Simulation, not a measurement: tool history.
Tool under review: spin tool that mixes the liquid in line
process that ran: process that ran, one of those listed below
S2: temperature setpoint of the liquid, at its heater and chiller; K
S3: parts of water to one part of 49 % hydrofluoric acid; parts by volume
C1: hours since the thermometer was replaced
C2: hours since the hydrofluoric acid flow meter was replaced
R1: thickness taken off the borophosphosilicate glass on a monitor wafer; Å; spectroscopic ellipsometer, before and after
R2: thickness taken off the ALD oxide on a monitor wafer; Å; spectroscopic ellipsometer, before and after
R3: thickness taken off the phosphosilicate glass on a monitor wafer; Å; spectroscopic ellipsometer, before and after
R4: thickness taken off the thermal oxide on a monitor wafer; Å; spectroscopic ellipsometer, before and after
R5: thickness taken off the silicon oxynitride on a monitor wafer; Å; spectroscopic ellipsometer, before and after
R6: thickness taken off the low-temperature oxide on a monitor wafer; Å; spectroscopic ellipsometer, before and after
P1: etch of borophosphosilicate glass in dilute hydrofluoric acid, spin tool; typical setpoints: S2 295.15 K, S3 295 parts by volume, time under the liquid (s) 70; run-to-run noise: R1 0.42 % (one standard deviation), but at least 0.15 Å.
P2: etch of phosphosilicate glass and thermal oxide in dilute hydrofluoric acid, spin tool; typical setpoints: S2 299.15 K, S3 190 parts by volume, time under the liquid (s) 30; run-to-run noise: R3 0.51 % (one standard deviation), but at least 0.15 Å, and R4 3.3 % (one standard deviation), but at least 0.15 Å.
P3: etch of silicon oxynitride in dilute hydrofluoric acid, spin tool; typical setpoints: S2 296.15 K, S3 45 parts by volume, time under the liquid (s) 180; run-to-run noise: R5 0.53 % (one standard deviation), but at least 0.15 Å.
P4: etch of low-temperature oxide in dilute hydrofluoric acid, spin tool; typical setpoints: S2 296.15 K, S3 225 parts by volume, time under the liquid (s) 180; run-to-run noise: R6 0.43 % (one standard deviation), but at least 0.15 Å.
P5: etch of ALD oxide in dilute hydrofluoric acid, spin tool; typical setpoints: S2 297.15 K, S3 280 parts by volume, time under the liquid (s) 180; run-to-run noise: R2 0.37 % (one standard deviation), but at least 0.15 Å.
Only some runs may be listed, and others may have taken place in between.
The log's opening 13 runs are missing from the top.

Run 14, hour 106.2: process that ran P5, S2 297.15 K, S3 280 parts by volume, time under the liquid (s) 180; C1 802; C2 331.4. Result: R2 178.34 Å.
At hour 108: hydrofluoric acid flow meter replaced.
Run 15, hour 113.7: process that ran P3, S2 296.15 K, S3 20 parts by volume, time under the liquid (s) 180; C1 809.5; C2 5.8. Result: R5 268.97 Å.
Run 16, hour 120.5: process that ran P3, S2 296.15 K, S3 45 parts by volume, time under the liquid (s) 15; C1 816.3; C2 12.6. Result: R5 9.9294 Å.
Run 17, hour 127.8: process that ran P4, S2 296.15 K, S3 350 parts by volume, time under the liquid (s) 180; C1 823.6; C2 19.9. Result: R6 46.555 Å.
Run 18, hour 134.1: process that ran P4, S2 296.15 K, S3 225 parts by volume, time under the liquid (s) 80; C1 829.9; C2 26.2. Result: R6 36.395 Å.
Run 19, hour 140.8: process that ran P4, S2 296.15 K, S3 225 parts by volume, time under the liquid (s) 180; C1 836.6; C2 32.9. Result: R6 81.745 Å.
Run 20, hour 146.7: process that ran P1, S2 295.15 K, S3 295 parts by volume, time under the liquid (s) 15; C1 842.5; C2 38.8. Result: R1 19.878 Å.
Run 21, hour 153.9: process that ran P1, S2 290.15 K, S3 295 parts by volume, time under the liquid (s) 70; C1 849.7; C2 46. Result: R1 77.681 Å.
Run 22, hour 163.3: process that ran P5, S2 297.15 K, S3 410 parts by volume, time under the liquid (s) 180; C1 859.1; C2 55.4. Result: R2 107.42 Å.
Run 23, hour 170.7: process that ran P1, S2 295.15 K, S3 295 parts by volume, time under the liquid (s) 70; C1 866.5; C2 62.8. Result: R1 93.604 Å.
Run 24, hour 179.5: process that ran P1, S2 295.15 K, S3 295 parts by volume, time under the liquid (s) 70; C1 875.3; C2 71.6. Result: R1 92.431 Å.
Run 25, hour 188: process that ran P2, S2 299.15 K, S3 190 parts by volume, time under the liquid (s) 30; C1 883.8; C2 80.1. Result: R3 158.25 Å, R4 7.4403 Å.
Run 26, hour 196.1: process that ran P1, S2 300.65 K, S3 295 parts by volume, time under the liquid (s) 70; C1 891.9; C2 88.2. Result: R1 111.92 Å.
Run 27, hour 201.8: process that ran P5, S2 292.15 K, S3 280 parts by volume, time under the liquid (s) 180; C1 897.6; C2 93.9. Result: R2 148.14 Å.
Run 28, hour 210.7: process that ran P2, S2 291.15 K, S3 190 parts by volume, time under the liquid (s) 30; C1 906.5; C2 102.8. Result: R3 117.14 Å, R4 5.5977 Å.
Run 29, hour 217.9: process that ran P1, S2 301.65 K, S3 395 parts by volume, time under the liquid (s) 70; C1 913.7; C2 110. Result: R1 78.455 Å.
Run 30, hour 223.3: process that ran P1, S2 302.15 K, S3 435 parts by volume, time under the liquid (s) 70; C1 919.1; C2 115.4. Result: R1 69.834 Å.
Run 31, hour 232.6: process that ran P3, S2 290.65 K, S3 45 parts by volume, time under the liquid (s) 180; C1 928.4; C2 124.7. Result: R5 89.364 Å.
Run 32, hour 242.6: process that ran P3, S2 296.15 K, S3 45 parts by volume, time under the liquid (s) 180; C1 938.4; C2 134.7. Result: R5 118.15 Å.
Run 33, hour 249.1: process that ran P1, S2 295.15 K, S3 295 parts by volume, time under the liquid (s) 70; C1 944.9; C2 141.2. Result: R1 93.532 Å.
Run 34, hour 254.5: process that ran P1, S2 295.15 K, S3 295 parts by volume, time under the liquid (s) 70; C1 950.3; C2 146.6. Result: R1 89.919 Å.
Run 35, hour 260.1: process that ran P1, S2 295.15 K, S3 295 parts by volume, time under the liquid (s) 70; C1 955.9; C2 152.2. Result: R1 89.126 Å.

Estimate the outcome of run 36 from the log above:
Run 36, hour 266.4: process that ran P1, S2 295.15 K, S3 295 parts by volume, time under the liquid (s) 70; C1 962.2; C2 158.5. Result: R1 ?.

R1: 88.339 Å
